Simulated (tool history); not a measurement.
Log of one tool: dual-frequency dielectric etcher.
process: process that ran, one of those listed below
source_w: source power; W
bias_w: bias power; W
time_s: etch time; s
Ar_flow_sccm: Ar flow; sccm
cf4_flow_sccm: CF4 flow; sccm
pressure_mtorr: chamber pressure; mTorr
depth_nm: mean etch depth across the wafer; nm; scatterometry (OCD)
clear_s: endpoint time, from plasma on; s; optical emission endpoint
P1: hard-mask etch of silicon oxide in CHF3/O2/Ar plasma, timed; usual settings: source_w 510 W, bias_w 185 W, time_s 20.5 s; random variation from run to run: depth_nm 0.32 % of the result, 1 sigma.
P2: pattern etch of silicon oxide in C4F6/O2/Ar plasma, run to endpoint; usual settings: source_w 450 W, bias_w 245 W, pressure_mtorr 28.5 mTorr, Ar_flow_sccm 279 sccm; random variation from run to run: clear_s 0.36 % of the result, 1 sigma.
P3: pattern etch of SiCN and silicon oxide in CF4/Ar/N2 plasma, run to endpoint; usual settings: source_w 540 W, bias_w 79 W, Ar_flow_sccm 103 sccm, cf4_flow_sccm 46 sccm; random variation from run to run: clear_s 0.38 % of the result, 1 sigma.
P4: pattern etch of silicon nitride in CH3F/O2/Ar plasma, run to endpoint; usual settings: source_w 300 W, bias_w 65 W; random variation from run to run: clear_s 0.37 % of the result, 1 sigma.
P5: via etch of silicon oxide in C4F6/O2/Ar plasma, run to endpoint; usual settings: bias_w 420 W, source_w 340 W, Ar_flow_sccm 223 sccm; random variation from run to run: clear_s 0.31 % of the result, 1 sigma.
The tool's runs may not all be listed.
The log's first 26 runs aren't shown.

{"run": 27, "hour": 262.7, "process": "P1", "source_w": 510, "bias_w": 185, "time_s": 20.5, "depth_nm": 37.275}
{"run": 28, "hour": 270.3, "process": "P1", "source_w": 510, "bias_w": 185, "time_s": 20.5, "depth_nm": 37.305}
{"run": 29, "hour": 276.6, "process": "P1", "source_w": 510, "bias_w": 185, "time_s": 20.5, "depth_nm": 37.106}
{"run": 30, "hour": 288.1, "process": "P2", "source_w": 450, "bias_w": 245, "Ar_flow_sccm": 279, "pressure_mtorr": 36.5, "clear_s": 12.125}
{"run": 31, "hour": 300.6, "process": "P1", "source_w": 510, "bias_w": 185, "time_s": 20.5, "depth_nm": 37.192}
{"run": 32, "hour": 307.3, "process": "P5", "source_w": 230, "bias_w": 420, "Ar_flow_sccm": 223, "clear_s": 30.885}
{"run": 33, "hour": 319.7, "process": "P1", "source_w": 300, "bias_w": 185, "time_s": 20.5, "depth_nm": 30.291}
{"run": 34, "hour": 328.1, "process": "P1", "source_w": 510, "bias_w": 185, "time_s": 20.5, "depth_nm": 36.971}
{"run": 35, "hour": 338.3, "process": "P1", "source_w": 510, "bias_w": 185, "time_s": 20.5, "depth_nm": 36.699}
{"run": 36, "hour": 345.4, "process": "P1", "source_w": 510, "bias_w": 185, "time_s": 20.5, "depth_nm": 36.834}
{"run": 37, "hour": 357.0, "process": "P1", "source_w": 510, "bias_w": 185, "time_s": 20.5, "depth_nm": 36.672}
{"run": 38, "hour": 368.2, "process": "P1", "source_w": 510, "bias_w": 185, "time_s": 20.5, "depth_nm": 36.698}
{"run": 39, "hour": 374.9, "process": "P1", "source_w": 510, "bias_w": 185, "time_s": 20.5, "depth_nm": 36.511}
{"hour": 377.1, "done": "wet clean of the chamber"}
{"run": 40, "hour": 387.3, "process": "P1", "source_w": 510, "bias_w": 185, "time_s": 20.5, "depth_nm": 36.514}

Run 41 comes next. What will it give?
{"run": 41, "hour": 394.0, "process": "P1", "source_w": 510, "bias_w": 185, "time_s": 20.5, "depth_nm": "?"}

Run 41 gave depth_nm 36.743 nm.
